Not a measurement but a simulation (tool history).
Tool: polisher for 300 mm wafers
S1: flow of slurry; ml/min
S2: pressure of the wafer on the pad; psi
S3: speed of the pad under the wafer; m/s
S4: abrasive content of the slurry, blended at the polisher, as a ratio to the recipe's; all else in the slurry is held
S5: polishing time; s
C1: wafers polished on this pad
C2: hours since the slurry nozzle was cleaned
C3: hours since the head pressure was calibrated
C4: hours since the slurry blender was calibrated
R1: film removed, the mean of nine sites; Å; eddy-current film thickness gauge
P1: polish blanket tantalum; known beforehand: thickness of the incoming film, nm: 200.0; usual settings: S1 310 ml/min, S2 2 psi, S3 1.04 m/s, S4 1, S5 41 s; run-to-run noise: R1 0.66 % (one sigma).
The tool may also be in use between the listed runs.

run  hour   S1   S2    S3    S4  S5   C1     C2     C3    C4      R1
  1   4.9  310    2  1.04     1  41  273    167  427.2  58.6  749.07
  2   9.8  310  3.1  1.04     1  41  309  171.9  432.1  63.5    1165
  3  14.1  310  0.9  1.04     1  41  341  176.2  436.4  67.8  334.34
  4  16.4  310    2  1.04  0.65  41  358  178.5  438.7  70.1  647.72
     17.9  -- slurry blender recalibrated
  5  20.5  310    2  1.04     1  60  389  182.6  442.8   2.7  1090.1
  6  23.3  310    2  1.04   1.4  55  410  185.4  445.6   5.5  1098.7
  7  27.7  455    2  1.04     1  41  442  189.8    450   9.9  757.57
  8  30.1  185    2  1.04     1  41  460  192.2  452.4  12.3  698.85
     30.9  -- worn pad replaced by a new one
  9  33.9  310    2  1.04     1  41   22    196  456.2  16.1  748.05
 10  39.1  310    2  1.04  1.25  41   61  201.2  461.4  21.3  797.34
 11  43.3  310  1.4  1.04     1  26   92  205.4  465.6  25.5  328.13
 12  47.7  310    3  1.04     1  63  125  209.8    470  29.9  1715.4
 13  50.7  310    2  1.04     1  41  147  212.8    473  32.9  743.26
 14  53.5  310    2  0.46     1  41  168  215.6  475.8  35.7  331.92
 15  57.6  310    2  1.04     1  41  198  219.7  479.9  39.8  739.99
 16  62.1  310    2  1.04     1  29  232  224.2  484.4  44.3   526.4
 17  66.5  310    2  1.46     1  41  264  228.6  488.8  48.7  1031.2
 18  71.3  310    2  1.04     1  41  300  233.4  493.6  53.5  755.49
 19    76  310    2  1.04     1  41  335  238.1  498.3  58.2  718.63
 20  80.2  310    2  1.04     1  41  366  242.3  502.5  62.4  702.95
     83.4  -- worn pad replaced by a new one
 21  84.2  310    2  1.04     1  41    6  246.3  506.5  66.4  685.78
     85.3  -- slurry nozzle cleaned
 22  89.2  310    2  1.04     1  41   43      4  511.5  71.4  685.53
 23  92.5  310    2  1.04     1  41   67    7.3  514.8  74.7  684.84
 24  95.6  310    2  1.04     1  41   90   10.4  517.9  77.8  688.72
 25  98.2  310    2  1.04     1  41  110     13  520.5  80.4  686.61

The log shows P1 creeping away from where it was. Any of the 2 causes listed here, at the size stated for it, fits the log just as well as the others:
A: abrasive missing from the slurry, % = 23.9
B: head's pressure below its setpoint, % = 8.23
The gradual shift began around hour 71.3.
What rules out each remaining cause:
removal rate lost through wear of the pad, %: its service at hour 83.4 followed the start of the drift and did not put the process back to its old value
slurry flow missing at the pad, %: its service at hour 85.3 followed the start of the drift and did not put the process back to its old value

Each of the check runs listed below is run on 5 wafers and reports their average, with the results left as question marks. Pick the one under which the possible causes would lead to clearly different results.
check 1  100.8  445    2  1.04    1  41                   ?
check 2  100.8  310  2.9  0.62    1  41                   ?
check 3  100.8  310  3.1  1.34    1  41                   ?
check 4  100.8  405    2  1.04  0.7  41                   ?

Outcome of each check run for each possible cause:
  check  result    if A    if B
check 1      R1  702.42  702.45
check 2      R1  591.29  591.31
check 3      R1  1366.1  1366.1
check 4      R1  608.36  622.05
Smallest distance between any two causes, each pair judged by its most separating result, in per cent: check 1 0 %; check 2 0 %; check 3 0 %; check 4 2.23 %
Check 4 is the one run that separates the causes; every other check would come out nearly the same whichever cause is at work.

Here is what check 4 returned: R1 605.54 Å. Which cause is it?

The correct cause is A, namely: abrasive missing from the slurry, %.

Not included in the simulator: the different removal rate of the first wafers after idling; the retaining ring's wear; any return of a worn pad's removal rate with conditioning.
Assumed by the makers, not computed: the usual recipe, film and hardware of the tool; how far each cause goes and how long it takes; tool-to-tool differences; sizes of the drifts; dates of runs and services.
